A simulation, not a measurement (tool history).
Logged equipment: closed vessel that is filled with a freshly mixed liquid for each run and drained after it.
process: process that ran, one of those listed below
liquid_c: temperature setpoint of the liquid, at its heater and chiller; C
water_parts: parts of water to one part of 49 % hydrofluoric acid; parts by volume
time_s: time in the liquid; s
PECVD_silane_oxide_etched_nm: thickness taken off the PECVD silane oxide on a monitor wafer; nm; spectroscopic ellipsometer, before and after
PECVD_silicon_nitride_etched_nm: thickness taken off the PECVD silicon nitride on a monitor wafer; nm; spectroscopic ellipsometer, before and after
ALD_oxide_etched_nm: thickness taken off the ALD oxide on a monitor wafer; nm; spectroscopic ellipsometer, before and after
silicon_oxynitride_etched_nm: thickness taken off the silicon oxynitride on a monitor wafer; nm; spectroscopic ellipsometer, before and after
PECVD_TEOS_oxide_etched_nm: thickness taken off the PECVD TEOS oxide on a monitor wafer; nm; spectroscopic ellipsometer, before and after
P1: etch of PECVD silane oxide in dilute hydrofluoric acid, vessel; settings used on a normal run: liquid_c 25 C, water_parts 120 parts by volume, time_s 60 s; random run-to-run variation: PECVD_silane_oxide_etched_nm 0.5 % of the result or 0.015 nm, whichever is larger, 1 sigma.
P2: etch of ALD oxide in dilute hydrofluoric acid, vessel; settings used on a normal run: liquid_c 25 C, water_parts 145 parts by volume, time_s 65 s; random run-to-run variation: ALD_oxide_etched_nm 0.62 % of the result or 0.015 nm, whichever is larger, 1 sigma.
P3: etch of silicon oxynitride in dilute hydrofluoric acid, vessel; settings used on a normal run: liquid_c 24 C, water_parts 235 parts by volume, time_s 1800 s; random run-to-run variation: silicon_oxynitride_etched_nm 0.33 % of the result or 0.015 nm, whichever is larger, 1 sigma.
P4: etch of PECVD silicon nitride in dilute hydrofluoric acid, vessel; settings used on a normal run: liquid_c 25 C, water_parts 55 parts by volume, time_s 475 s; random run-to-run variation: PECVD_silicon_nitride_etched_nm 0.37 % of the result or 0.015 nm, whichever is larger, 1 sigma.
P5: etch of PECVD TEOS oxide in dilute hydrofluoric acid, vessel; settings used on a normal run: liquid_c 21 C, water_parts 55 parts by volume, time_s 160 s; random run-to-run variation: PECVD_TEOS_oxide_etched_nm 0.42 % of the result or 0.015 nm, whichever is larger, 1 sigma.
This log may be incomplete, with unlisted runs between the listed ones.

run	hour	process	liquid_c	water_parts	time_s	hours since the thermometer was replaced	hours since the hydrofluoric acid flow meter was replaced	PECVD_silane_oxide_etched_nm	PECVD_silicon_nitride_etched_nm	ALD_oxide_etched_nm	silicon_oxynitride_etched_nm	PECVD_TEOS_oxide_etched_nm
1	10	P1	25	120	60	1805.1	980.8	8.8819				
2	24.7	P4	25	55	860	1819.8	995.5		43.794			
3	36.8	P1	25	120	30	1831.9	1007.6	4.4693				
4	49.3	P2	25	145	65	1844.4	1020.1			4.8087		
5	62.6	P3	24	235	1800	1857.7	1033.4				9.9238	
6	78.4	P1	25	120	60	1873.5	1049.2	8.9751				
7	95.6	P1	31	120	60	1890.7	1066.4	11.265				
8	110.6	P3	17	235	1800	1905.7	1081.4				7.2038	
9	119.2	P2	25	145	30	1914.3	1090			2.1916		
10	136.2	P1	25	120	60	1931.3	1107	8.978				
11	152.2	P1	25	120	60	1947.3	1123	8.8526				
12	167.9	P3	24	425	1800	1963	1138.7				4.8323	
13	177.4	P1	21	120	30	1972.5	1148.2	3.802				
14	189.9	P1	20	120	60	1985	1160.7	7.3197				
15	207.5	P5	21	55	160	2002.6	1178.3					41.442
16	218.9	P4	25	55	475	2014	1189.7		24.189			
17	233.8	P3	24	235	1800	2028.9	1204.6				9.9758	
18	250.6	P2	21	145	65	2045.7	1221.4			4.0924		
# hour 253: thermometer replaced
19	267.7	P1	25	120	90	14.8	1238.5	13.267				
20	276.6	P5	21	55	30	23.7	1247.4					7.8865
21	289.2	P2	25	145	65	36.3	1260			4.8235		
22	308.4	P2	25	255	65	55.5	1279.2			2.4513		
23	320	P1	25	25	60	67.1	1290.8	48.268				
24	332.3	P5	26.5	55	160	79.4	1303.1					51.984
25	344.8	P1	25	210	60	91.9	1315.6	4.5652				
26	355.3	P5	21	95	160	102.4	1326.1					22.962
27	373	P1	25	120	60	120.1	1343.8	8.9533				
28	387.3	P3	24	235	295	134.4	1358.1				1.6482	
29	398.3	P4	25	85	475	145.4	1369.1		15.823			
30	416.5	P1	30	120	80	163.6	1387.3	14.446				

Run 31 comes next. What will it give?
31	429.3	P4	33.5	55	475	176.4	1400.1		?			

PECVD_silicon_nitride_etched_nm: 41.784 nm

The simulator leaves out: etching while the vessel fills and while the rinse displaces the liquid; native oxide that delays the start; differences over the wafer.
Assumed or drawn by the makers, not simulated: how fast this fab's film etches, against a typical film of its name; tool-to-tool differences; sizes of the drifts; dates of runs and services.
